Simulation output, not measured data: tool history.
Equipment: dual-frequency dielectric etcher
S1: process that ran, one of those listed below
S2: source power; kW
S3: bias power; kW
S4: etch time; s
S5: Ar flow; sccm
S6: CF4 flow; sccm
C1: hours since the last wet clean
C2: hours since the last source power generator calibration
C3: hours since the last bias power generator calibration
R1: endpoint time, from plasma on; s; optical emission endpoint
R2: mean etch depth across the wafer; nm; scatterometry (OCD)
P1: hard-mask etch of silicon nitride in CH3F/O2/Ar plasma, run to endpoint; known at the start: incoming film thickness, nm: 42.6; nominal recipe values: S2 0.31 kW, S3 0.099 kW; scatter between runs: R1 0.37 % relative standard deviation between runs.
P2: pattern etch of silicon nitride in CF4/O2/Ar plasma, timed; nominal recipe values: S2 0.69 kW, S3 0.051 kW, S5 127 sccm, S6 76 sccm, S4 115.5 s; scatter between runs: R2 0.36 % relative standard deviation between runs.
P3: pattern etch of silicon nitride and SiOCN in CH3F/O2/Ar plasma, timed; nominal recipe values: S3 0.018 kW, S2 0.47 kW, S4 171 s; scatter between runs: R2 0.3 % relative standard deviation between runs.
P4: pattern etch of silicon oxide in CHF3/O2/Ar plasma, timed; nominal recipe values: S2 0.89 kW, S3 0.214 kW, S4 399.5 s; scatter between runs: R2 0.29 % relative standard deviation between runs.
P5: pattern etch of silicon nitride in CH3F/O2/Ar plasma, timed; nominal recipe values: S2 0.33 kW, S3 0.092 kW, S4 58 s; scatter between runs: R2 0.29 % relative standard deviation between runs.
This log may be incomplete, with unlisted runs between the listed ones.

run,hour,S1,S2,S3,S4,S5,S6,C1,C2,C3,R1,R2
1,9.6,P1,0.31,0.099,,,,211.5,461.5,1405.2,60.659,
2,20.7,P3,0.64,0.018,171,,,222.6,472.6,1416.3,,24.326
3,28.7,P5,0.24,0.092,58,,,230.6,480.6,1424.3,,35.523
4,39.7,P2,0.69,0.033,115.5,127,76,241.6,491.6,1435.3,,236.7
5,47,P3,0.47,0.018,232.5,,,248.9,498.9,1442.6,,29.591
6,61.5,P1,0.31,0.099,,,,263.4,513.4,1457.1,60.677,
7,71,P3,0.47,0.018,171,,,272.9,522.9,1466.6,,21.865
8,78.5,P3,0.47,0.025,171,,,280.4,530.4,1474.1,,25.043
9,89.9,P2,0.69,0.051,66.5,127,76,291.8,541.8,1485.5,,161.07
10,96.7,P3,0.47,0.018,171,,,298.6,548.6,1492.3,,21.856
11,107.8,P5,0.33,0.092,80.5,,,309.7,559.7,1503.4,,55.747
# hour 115.5: wet clean of the chamber
12,119.9,P1,0.21,0.132,,,,4.4,571.8,1515.5,62.82,
13,131.6,P5,0.33,0.054,58,,,16.1,583.5,1527.2,,33.38
14,139.4,P4,0.89,0.214,500,,,23.9,591.3,1535,,1232.6
15,150.7,P2,0.69,0.051,115.5,127,76,35.2,602.6,1546.3,,278.27
16,163.4,P1,0.31,0.099,,,,47.9,615.3,1559,60.672,
17,173,P1,0.31,0.099,,,,57.5,624.9,1568.6,60.961,
18,185.1,P5,0.33,0.092,58,,,69.6,637,1580.7,,40.179
19,197.5,P1,0.24,0.099,,,,82,649.4,1593.1,66.301,
20,206.3,P5,0.33,0.092,58,,,90.8,658.2,1601.9,,40.219
21,218,P1,0.31,0.099,,,,102.5,669.9,1613.6,60.51,
22,229.5,P1,0.31,0.099,,,,114,681.4,1625.1,60.954,
23,240.2,P1,0.39,0.099,,,,124.7,692.1,1635.8,55.819,
24,253.7,P2,0.83,0.051,115.5,127,76,138.2,705.6,1649.3,,326.87
25,263.4,P1,0.21,0.059,,,,147.9,715.3,1659,84.719,
26,277.2,P1,0.31,0.099,,,,161.7,729.1,1672.8,60.626,
27,290.6,P1,0.31,0.068,,,,175.1,742.5,1686.2,69.224,
28,298.6,P2,0.69,0.051,115.5,180,76,183.1,750.5,1694.2,,266.47
29,305.8,P4,1.2,0.214,399.5,,,190.3,757.7,1701.4,,1106.3
30,319.9,P2,0.69,0.051,115.5,127,90,204.4,771.8,1715.5,,285.58
31,333.5,P4,0.89,0.214,399.5,,,218,785.4,1729.1,,983.11
32,341.1,P1,0.31,0.137,,,,225.6,793,1736.7,53.35,
33,355.1,P4,0.89,0.295,399.5,,,239.6,807,1750.7,,1109.7
34,366.3,P1,0.31,0.099,,,,250.8,818.2,1761.9,60.29,
35,377.8,P1,0.31,0.099,,,,262.3,829.7,1773.4,61.149,
36,385.3,P1,0.31,0.099,,,,269.8,837.2,1780.9,61.614,
# hour 395.4: wet clean of the chamber
37,398.6,P1,0.31,0.099,,,,3.2,850.5,1794.2,61.1,
38,410.3,P1,0.31,0.099,,,,14.9,862.2,1805.9,61.687,
39,421.7,P1,0.31,0.099,,,,26.3,873.6,1817.3,61.818,
40,431.5,P1,0.31,0.099,,,,36.1,883.4,1827.1,61.6,

Something has made what P1 gives creep away from where it was; the 2 causes below, each at its own stated size, fit the log equally well:
A: bias power that arrives under what is set, % = 4.83
B: source power that arrives under what is set, % = 4.84
The onset of the drift is placed at about hour 366.3.
Excluded causes, each with its reason:
chamber walls in a state that lowers the etch rate, %: serviced at hour 395.4, after the drift had started, without restoring the earlier output

Each of the check runs listed below is run on 2 wafers and reports their average, with the results left as question marks. Pick the one under which the possible causes would lead to clearly different results.
check 1,441.3,P4,0.89,0.214,399.5,,,,,,,?
check 2,441.3,P5,0.33,0.092,58,,,,,,,?
check 3,441.3,P2,0.69,0.051,115.5,127,76,,,,,?
check 4,441.3,P3,0.47,0.018,171,,,,,,,?

Outcome of each check run for each possible cause:
check,result,if A,if B
check 1,R2,967.67,965.5
check 2,R2,39.42,39.403
check 3,R2,274.42,268.06
check 4,R2,21.318,21.382
Per-check spread between the two closest causes, in the result where they differ most: check 1 0.22 %; check 2 0.04 %; check 3 2.35 %; check 4 0.3 %
Check 3 distinguishes between the causes, while the remaining checks would return nearly the same result for all of them.

Check 3 was then run and gave: R2 268.05 nm. Which cause is it?

It is B: source power that arrives under what is set, %.

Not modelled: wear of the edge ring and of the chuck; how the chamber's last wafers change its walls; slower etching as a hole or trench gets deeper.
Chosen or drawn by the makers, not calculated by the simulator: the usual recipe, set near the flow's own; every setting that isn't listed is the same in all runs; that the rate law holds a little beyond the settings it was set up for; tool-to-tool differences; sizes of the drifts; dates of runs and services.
